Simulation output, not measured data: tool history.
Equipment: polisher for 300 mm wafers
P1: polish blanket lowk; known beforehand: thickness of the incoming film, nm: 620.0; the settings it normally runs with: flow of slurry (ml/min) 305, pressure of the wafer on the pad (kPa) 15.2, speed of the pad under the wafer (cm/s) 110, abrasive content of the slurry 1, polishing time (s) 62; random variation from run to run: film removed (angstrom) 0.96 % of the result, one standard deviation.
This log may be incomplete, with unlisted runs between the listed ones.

| run | day | flow of slurry (ml/min) | pressure of the wafer on the pad (kPa) | speed of the pad under the wafer (cm/s) | abrasive content of the slurry | polishing time (s) | film removed (angstrom) |
|---|---|---|---|---|---|---|---|
| 1 | 0.238 | 305 | 15.2 | 110 | 1 | 62 | 270.39 |
| 2 | 0.679 | 185 | 15.2 | 110 | 1 | 62 | 255.6 |
| 3 | 0.929 | 305 | 6.9 | 110 | 1 | 62 | 123.08 |
| 4 | 1.242 | 305 | 15.2 | 110 | 1 | 45 | 199.58 |
| 5 | 1.729 | 395 | 15.2 | 110 | 1 | 62 | 274.99 |
| 6 | 1.983 | 305 | 15.2 | 110 | 1 | 62 | 274.61 |
| 7 | 2.396 | 305 | 15.2 | 110 | 1 | 62 | 270.12 |
| 8 | 2.908 | 305 | 15.2 | 110 | 1 | 62 | 277.25 |
| 9 | 3.271 | 305 | 15.2 | 154 | 1 | 62 | 364.98 |
| 10 | 3.554 | 305 | 15.2 | 110 | 1 | 62 | 269.38 |
| 11 | 3.958 | 185 | 15.2 | 110 | 1 | 35 | 145.77 |
| 12 | 4.467 | 305 | 15.2 | 110 | 0.55 | 62 | 201.3 |
| 13 | 4.729 | 305 | 24.1 | 110 | 1 | 62 | 437.03 |
| 14 | 5.021 | 305 | 15.2 | 110 | 1.35 | 62 | 308.67 |
|  | 5.183 | slurry blender recalibrated |
| 15 | 5.367 | 305 | 15.2 | 110 | 1 | 62 | 273.38 |
| 16 | 5.662 | 305 | 15.2 | 150 | 0.65 | 62 | 281.65 |
| 17 | 6.192 | 305 | 15.2 | 64 | 1 | 62 | 176.85 |
| 18 | 6.733 | 305 | 15.2 | 110 | 1 | 86 | 374.59 |
| 19 | 7.142 | 305 | 15.2 | 110 | 1 | 62 | 273.75 |
| 20 | 7.629 | 305 | 15.2 | 110 | 1 | 62 | 263.87 |
| 21 | 7.896 | 305 | 15.2 | 110 | 1 | 62 | 253.6 |
| 22 | 8.133 | 305 | 15.2 | 110 | 1 | 62 | 253.46 |
| 23 | 8.558 | 305 | 15.2 | 110 | 1 | 62 | 251.94 |
| 24 | 8.992 | 305 | 15.2 | 110 | 1 | 62 | 243.82 |

What does the tool deliver on the next run?
| 25 | 9.242 | 305 | 15.2 | 110 | 1 | 62 | ? |

film removed (angstrom): 247.78
